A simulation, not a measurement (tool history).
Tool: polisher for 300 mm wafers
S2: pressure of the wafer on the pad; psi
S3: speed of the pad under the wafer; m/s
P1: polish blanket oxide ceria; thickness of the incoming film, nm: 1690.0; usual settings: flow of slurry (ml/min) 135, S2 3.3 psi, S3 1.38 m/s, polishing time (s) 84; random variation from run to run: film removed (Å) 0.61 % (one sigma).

{"run": 1, "hour": 3.6, "flow of slurry (ml/min)": 135, "S2": 3.3, "S3": 1.38, "polishing time (s)": 84, "film removed (Å)": 6102.3}
{"run": 2, "hour": 10.0, "flow of slurry (ml/min)": 135, "S2": 1.7, "S3": 1.38, "polishing time (s)": 84, "film removed (Å)": 3120.0}
{"run": 3, "hour": 16.3, "flow of slurry (ml/min)": 135, "S2": 3.3, "S3": 1.38, "polishing time (s)": 84, "film removed (Å)": 6063.0}
{"run": 4, "hour": 19.9, "flow of slurry (ml/min)": 135, "S2": 3.3, "S3": 1.9, "polishing time (s)": 84, "film removed (Å)": 8293.1}
{"run": 5, "hour": 25.8, "flow of slurry (ml/min)": 80, "S2": 3.3, "S3": 1.38, "polishing time (s)": 84, "film removed (Å)": 5369.5}
{"run": 6, "hour": 29.5, "flow of slurry (ml/min)": 135, "S2": 4.9, "S3": 1.38, "polishing time (s)": 84, "film removed (Å)": 8939.5}
{"run": 7, "hour": 35.5, "flow of slurry (ml/min)": 135, "S2": 3.3, "S3": 0.78, "polishing time (s)": 126, "film removed (Å)": 5119.9}
{"run": 8, "hour": 42.1, "flow of slurry (ml/min)": 135, "S2": 3.3, "S3": 1.38, "polishing time (s)": 84, "film removed (Å)": 6053.8}
{"run": 9, "hour": 47.7, "flow of slurry (ml/min)": 135, "S2": 3.3, "S3": 1.38, "polishing time (s)": 84, "film removed (Å)": 6141.1}
{"run": 10, "hour": 51.2, "flow of slurry (ml/min)": 135, "S2": 3.3, "S3": 1.38, "polishing time (s)": 84, "film removed (Å)": 6011.6}
{"run": 11, "hour": 57.2, "flow of slurry (ml/min)": 135, "S2": 3.3, "S3": 1.38, "polishing time (s)": 84, "film removed (Å)": 6010.8}
{"hour": 62.4, "done": "worn pad replaced by a new one"}
{"run": 12, "hour": 63.4, "flow of slurry (ml/min)": 135, "S2": 3.3, "S3": 0.76, "polishing time (s)": 84, "film removed (Å)": 3335.1}
{"run": 13, "hour": 67.0, "flow of slurry (ml/min)": 80, "S2": 1.9, "S3": 1.38, "polishing time (s)": 84, "film removed (Å)": 3068.2}
{"run": 14, "hour": 71.8, "flow of slurry (ml/min)": 135, "S2": 3.3, "S3": 1.38, "polishing time (s)": 131, "film removed (Å)": 9305.3}
{"run": 15, "hour": 75.1, "flow of slurry (ml/min)": 200, "S2": 3.3, "S3": 1.38, "polishing time (s)": 84, "film removed (Å)": 6401.6}
{"run": 16, "hour": 80.5, "flow of slurry (ml/min)": 135, "S2": 3.3, "S3": 1.38, "polishing time (s)": 38, "film removed (Å)": 2717.1}
{"run": 17, "hour": 85.0, "flow of slurry (ml/min)": 135, "S2": 3.3, "S3": 1.38, "polishing time (s)": 84, "film removed (Å)": 6061.0}
{"run": 18, "hour": 88.5, "flow of slurry (ml/min)": 135, "S2": 3.3, "S3": 1.38, "polishing time (s)": 84, "film removed (Å)": 5861.8}
{"run": 19, "hour": 94.5, "flow of slurry (ml/min)": 135, "S2": 3.3, "S3": 1.38, "polishing time (s)": 84, "film removed (Å)": 5734.8}
{"run": 20, "hour": 97.6, "flow of slurry (ml/min)": 135, "S2": 3.3, "S3": 1.38, "polishing time (s)": 84, "film removed (Å)": 5775.3}
{"hour": 101.9, "done": "worn pad replaced by a new one"}
{"run": 21, "hour": 102.9, "flow of slurry (ml/min)": 135, "S2": 3.3, "S3": 1.38, "polishing time (s)": 84, "film removed (Å)": 5627.7}
{"run": 22, "hour": 106.1, "flow of slurry (ml/min)": 135, "S2": 3.3, "S3": 1.38, "polishing time (s)": 84, "film removed (Å)": 5653.9}
{"run": 23, "hour": 111.0, "flow of slurry (ml/min)": 135, "S2": 3.3, "S3": 1.38, "polishing time (s)": 84, "film removed (Å)": 5684.3}

What P1 gives has crept away from where it was. These 2 causes fit the log equally well, each at the size given:
A: slurry flow missing at the pad, % = 27.2
B: head's pressure below its setpoint, % = 6.78
The creep began at about hour 85.0.
Why every other cause is out:
removal rate lost through wear of the pad, %: serviced at hour 101.9, which brought nothing back

4 check runs are offered, each on 2 wafers whose results are averaged, their results left as question marks. Which one tells the causes apart?
{"run": "check 1", "hour": 115.9, "flow of slurry (ml/min)": 135, "S2": 4.1, "S3": 1.38, "polishing time (s)": 52, "film removed (Å)": "?"}
{"run": "check 2", "hour": 115.9, "flow of slurry (ml/min)": 135, "S2": 2.5, "S3": 1.38, "polishing time (s)": 116, "film removed (Å)": "?"}
{"run": "check 3", "hour": 115.9, "flow of slurry (ml/min)": 135, "S2": 2.2, "S3": 1.38, "polishing time (s)": 121, "film removed (Å)": "?"}
{"run": "check 4", "hour": 115.9, "flow of slurry (ml/min)": 80, "S2": 3.3, "S3": 1.38, "polishing time (s)": 84, "film removed (Å)": "?"}

What each check would give under each cause:
check=check_1 result=film_removed_(Å) if_A=4338.1 if_B=4338.3
check=check_2 result=film_removed_(Å) if_A=5900.8 if_B=5901.1
check=check_3 result=film_removed_(Å) if_A=5416.5 if_B=5416.8
check=check_4 result=film_removed_(Å) if_A=4769.2 if_B=4965.1
How far apart the two closest causes lie, in the result that separates them most: check 1 0.01 %; check 2 0.01 %; check 3 0.01 %; check 4 4.03 %
Only check 4 tells the causes apart: in the others they would give nearly the same result.

Then check 4 was run and gave: film removed (Å) 4945.1. Which cause is it?

It is B: head's pressure below its setpoint, %.
